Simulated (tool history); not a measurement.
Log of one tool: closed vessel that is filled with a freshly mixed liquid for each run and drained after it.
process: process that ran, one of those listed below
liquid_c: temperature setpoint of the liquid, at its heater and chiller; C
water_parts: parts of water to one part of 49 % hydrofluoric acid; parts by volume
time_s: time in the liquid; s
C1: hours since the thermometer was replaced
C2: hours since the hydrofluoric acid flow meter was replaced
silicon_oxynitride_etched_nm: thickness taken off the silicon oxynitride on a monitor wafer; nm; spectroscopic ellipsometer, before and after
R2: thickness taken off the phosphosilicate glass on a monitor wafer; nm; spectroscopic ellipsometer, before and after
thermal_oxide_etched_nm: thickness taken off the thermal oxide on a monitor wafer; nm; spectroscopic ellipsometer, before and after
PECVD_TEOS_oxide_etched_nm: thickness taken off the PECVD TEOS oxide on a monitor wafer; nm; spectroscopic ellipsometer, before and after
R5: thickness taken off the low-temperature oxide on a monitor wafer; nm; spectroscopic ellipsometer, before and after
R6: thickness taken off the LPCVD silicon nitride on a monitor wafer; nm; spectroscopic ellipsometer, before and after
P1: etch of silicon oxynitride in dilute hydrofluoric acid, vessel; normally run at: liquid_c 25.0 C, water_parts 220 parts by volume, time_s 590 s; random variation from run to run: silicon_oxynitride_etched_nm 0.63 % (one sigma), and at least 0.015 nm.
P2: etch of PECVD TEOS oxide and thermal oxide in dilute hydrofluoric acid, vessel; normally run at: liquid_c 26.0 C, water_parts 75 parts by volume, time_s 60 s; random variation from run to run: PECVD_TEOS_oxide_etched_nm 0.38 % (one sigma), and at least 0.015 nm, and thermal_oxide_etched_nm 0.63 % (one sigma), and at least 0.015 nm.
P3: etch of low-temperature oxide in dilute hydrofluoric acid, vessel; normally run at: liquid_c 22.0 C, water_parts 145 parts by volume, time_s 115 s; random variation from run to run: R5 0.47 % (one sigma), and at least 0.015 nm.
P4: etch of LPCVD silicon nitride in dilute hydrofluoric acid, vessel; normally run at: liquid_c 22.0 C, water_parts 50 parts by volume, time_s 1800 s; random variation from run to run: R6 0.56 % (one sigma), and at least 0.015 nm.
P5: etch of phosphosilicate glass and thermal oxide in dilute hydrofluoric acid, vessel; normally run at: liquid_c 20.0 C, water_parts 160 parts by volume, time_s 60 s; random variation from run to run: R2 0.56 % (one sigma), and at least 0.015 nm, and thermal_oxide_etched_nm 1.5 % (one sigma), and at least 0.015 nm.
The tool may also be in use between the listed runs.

run 1 hour=5.0 | process=P1 liquid_c=25.0 water_parts=220 time_s=590 | C1=438.4 C2=272.0 | silicon_oxynitride_etched_nm=5.2524
run 2 hour=7.9 | process=P1 liquid_c=31.5 water_parts=220 time_s=590 | C1=441.3 C2=274.9 | silicon_oxynitride_etched_nm=7.0052
run 3 hour=10.4 | process=P1 liquid_c=25.0 water_parts=220 time_s=590 | C1=443.8 C2=277.4 | silicon_oxynitride_etched_nm=5.2632
run 4 hour=15.0 | process=P5 liquid_c=20.0 water_parts=160 time_s=60 | C1=448.4 C2=282.0 | R2=18.0290 thermal_oxide_etched_nm=1.46580
run 5 hour=20.2 | process=P2 liquid_c=26.0 water_parts=105 time_s=60 | C1=453.6 C2=287.2 | thermal_oxide_etched_nm=2.89610 PECVD_TEOS_oxide_etched_nm=11.179
run 6 hour=25.1 | process=P1 liquid_c=25.0 water_parts=220 time_s=590 | C1=458.5 C2=292.1 | silicon_oxynitride_etched_nm=5.1973
run 7 hour=27.8 | process=P5 liquid_c=20.0 water_parts=160 time_s=30 | C1=461.2 C2=294.8 | R2=8.9326 thermal_oxide_etched_nm=0.72383
run 8 hour=31.6 | process=P5 liquid_c=20.0 water_parts=160 time_s=60 | C1=465.0 C2=298.6 | R2=17.8990 thermal_oxide_etched_nm=1.39920
run 9 hour=36.9 | process=P5 liquid_c=20.0 water_parts=265 time_s=60 | C1=470.3 C2=303.9 | R2=9.7376 thermal_oxide_etched_nm=0.75527
run 10 hour=40.6 | process=P1 liquid_c=25.0 water_parts=220 time_s=895 | C1=474.0 C2=307.6 | silicon_oxynitride_etched_nm=7.9968
run 11 hour=45.0 | process=P3 liquid_c=22.0 water_parts=90 time_s=115 | C1=478.4 C2=312.0 | R5=37.954
run 12 hour=48.7 | process=P1 liquid_c=25.0 water_parts=220 time_s=590 | C1=482.1 C2=315.7 | silicon_oxynitride_etched_nm=5.2976
run 13 hour=51.1 | process=P1 liquid_c=25.0 water_parts=220 time_s=590 | C1=484.5 C2=318.1 | silicon_oxynitride_etched_nm=5.2866
run 14 hour=53.8 | process=P1 liquid_c=25.0 water_parts=220 time_s=590 | C1=487.2 C2=320.8 | silicon_oxynitride_etched_nm=5.2777
run 15 hour=57.5 | process=P4 liquid_c=29.0 water_parts=50 time_s=1800 | C1=490.9 C2=324.5 | R6=22.980
run 16 hour=60.8 | process=P2 liquid_c=26.0 water_parts=75 time_s=60 | C1=494.2 C2=327.8 | thermal_oxide_etched_nm=4.20280 PECVD_TEOS_oxide_etched_nm=16.274
run 17 hour=65.4 | process=P1 liquid_c=25.0 water_parts=220 time_s=115 | C1=498.8 C2=332.4 | silicon_oxynitride_etched_nm=1.0311
run 18 hour=69.3 | process=P4 liquid_c=22.0 water_parts=20 time_s=1800 | C1=502.7 C2=336.3 | R6=34.934
run 19 hour=71.7 | process=P5 liquid_c=17.0 water_parts=160 time_s=60 | C1=505.1 C2=338.7 | R2=15.8180 thermal_oxide_etched_nm=1.26630
run 20 hour=74.8 | process=P1 liquid_c=25.0 water_parts=110 time_s=820 | C1=508.2 C2=341.8 | silicon_oxynitride_etched_nm=16.2730
run 21 hour=78.4 | process=P4 liquid_c=22.0 water_parts=50 time_s=1800 | C1=511.8 C2=345.4 | R6=14.306
run 22 hour=82.3 | process=P1 liquid_c=25.0 water_parts=220 time_s=590 | C1=515.7 C2=349.3 | silicon_oxynitride_etched_nm=5.2761
run 23 hour=86.7 | process=P2 liquid_c=26.0 water_parts=75 time_s=60 | C1=520.1 C2=353.7 | thermal_oxide_etched_nm=4.23090 PECVD_TEOS_oxide_etched_nm=16.367
run 24 hour=89.5 | process=P1 liquid_c=25.0 water_parts=75 time_s=590 | C1=522.9 C2=356.5 | silicon_oxynitride_etched_nm=17.3810
run 25 hour=92.7 | process=P1 liquid_c=18.0 water_parts=220 time_s=590 | C1=526.1 C2=359.7 | silicon_oxynitride_etched_nm=3.8462
run 26 hour=96.7 | process=P3 liquid_c=17.0 water_parts=145 time_s=115 | C1=530.1 C2=363.7 | R5=17.998
run 27 hour=101.6 | process=P2 liquid_c=26.0 water_parts=75 time_s=115 | C1=535.0 C2=368.6 | thermal_oxide_etched_nm=8.10390 PECVD_TEOS_oxide_etched_nm=31.265
run 28 hour=105.7 | process=P3 liquid_c=22.0 water_parts=145 time_s=115 | C1=539.1 C2=372.7 | R5=22.027
run 29 hour=108.0 | process=P4 liquid_c=22.0 water_parts=50 time_s=2895 | C1=541.4 C2=375.0 | R6=23.083
run 30 hour=113.3 | process=P1 liquid_c=25.0 water_parts=395 time_s=590 | C1=546.7 C2=380.3 | silicon_oxynitride_etched_nm=2.5753
run 31 hour=118.3 | process=P3 liquid_c=22.0 water_parts=145 time_s=60 | C1=551.7 C2=385.3 | R5=11.499
run 32 hour=123.3 | process=P4 liquid_c=22.0 water_parts=50 time_s=1800 | C1=556.7 C2=390.3 | R6=14.538
run 33 hour=128.3 | process=P2 liquid_c=18.5 water_parts=75 time_s=60 | C1=561.7 C2=395.3 | thermal_oxide_etched_nm=3.11720 PECVD_TEOS_oxide_etched_nm=12.030
run 34 hour=131.7 | process=P1 liquid_c=25.0 water_parts=220 time_s=590 | C1=565.1 C2=398.7 | silicon_oxynitride_etched_nm=5.2410
run 35 hour=136.1 | process=P1 liquid_c=25.0 water_parts=220 time_s=590 | C1=569.5 C2=403.1 | silicon_oxynitride_etched_nm=5.1334
run 36 hour=141.3 | process=P1 liquid_c=25.0 water_parts=220 time_s=590 | C1=574.7 C2=408.3 | silicon_oxynitride_etched_nm=5.0106
run 37 hour=144.0 | process=P1 liquid_c=25.0 water_parts=220 time_s=590 | C1=577.4 C2=411.0 | silicon_oxynitride_etched_nm=4.9179
run 38 hour=147.5 | process=P1 liquid_c=25.0 water_parts=220 time_s=590 | C1=580.9 C2=414.5 | silicon_oxynitride_etched_nm=4.9518
run 39 hour=150.9 | process=P1 liquid_c=25.0 water_parts=220 time_s=590 | C1=584.3 C2=417.9 | silicon_oxynitride_etched_nm=4.9996
run 40 hour=153.5 | process=P1 liquid_c=25.0 water_parts=220 time_s=590 | C1=586.9 C2=420.5 | silicon_oxynitride_etched_nm=4.9371
run 41 hour=156.8 | process=P1 liquid_c=25.0 water_parts=220 time_s=590 | C1=590.2 C2=423.8 | silicon_oxynitride_etched_nm=4.9741
run 42 hour=161.3 | process=P1 liquid_c=25.0 water_parts=220 time_s=590 | C1=594.7 C2=428.3 | silicon_oxynitride_etched_nm=4.9564

What P1 gives has crept away from where it was. These 2 causes fit the log equally well, each at the size given:
A: liquid colder than its thermometer reads (K) = 1.45
B: hydrofluoric acid flow below the setpoint (%) = 5.3
The creep began at about hour 131.7.

4 check runs are offered, one wafer each, their results left as question marks. Which one tells the causes apart?
run check 1 hour=165.8 | process=P3 liquid_c=22.0 water_parts=145 time_s=115 | R5=?
run check 2 hour=165.8 | process=P4 liquid_c=22.0 water_parts=50 time_s=1800 | R6=?
run check 3 hour=165.8 | process=P5 liquid_c=20.0 water_parts=160 time_s=60 | R2=? thermal_oxide_etched_nm=?
run check 4 hour=165.8 | process=P2 liquid_c=26.0 water_parts=75 time_s=60 | thermal_oxide_etched_nm=? PECVD_TEOS_oxide_etched_nm=?

What each check would give under each cause:
check=check_1 result=R5 if_A=20.839 if_B=20.710
check=check_2 result=R6 if_A=13.107 if_B=13.732
check=check_3 result=R2 if_A=16.9300 if_B=16.8320
check=check_3 result=thermal_oxide_etched_nm if_A=1.35640 if_B=1.34850
check=check_4 result=thermal_oxide_etched_nm if_A=3.99250 if_B=3.98370
check=check_4 result=PECVD_TEOS_oxide_etched_nm if_A=15.391 if_B=15.358
How far apart the two closest causes lie, in the result that separates them most: check 1 0.62 %; check 2 4.66 %; check 3 0.58 %; check 4 0.22 %
Only check 2 tells the causes apart: in the others they would give nearly the same result.

Then check 2 was run and gave: R6 13.774 nm. Which cause is it?

It is B: hydrofluoric acid flow below the setpoint (%).
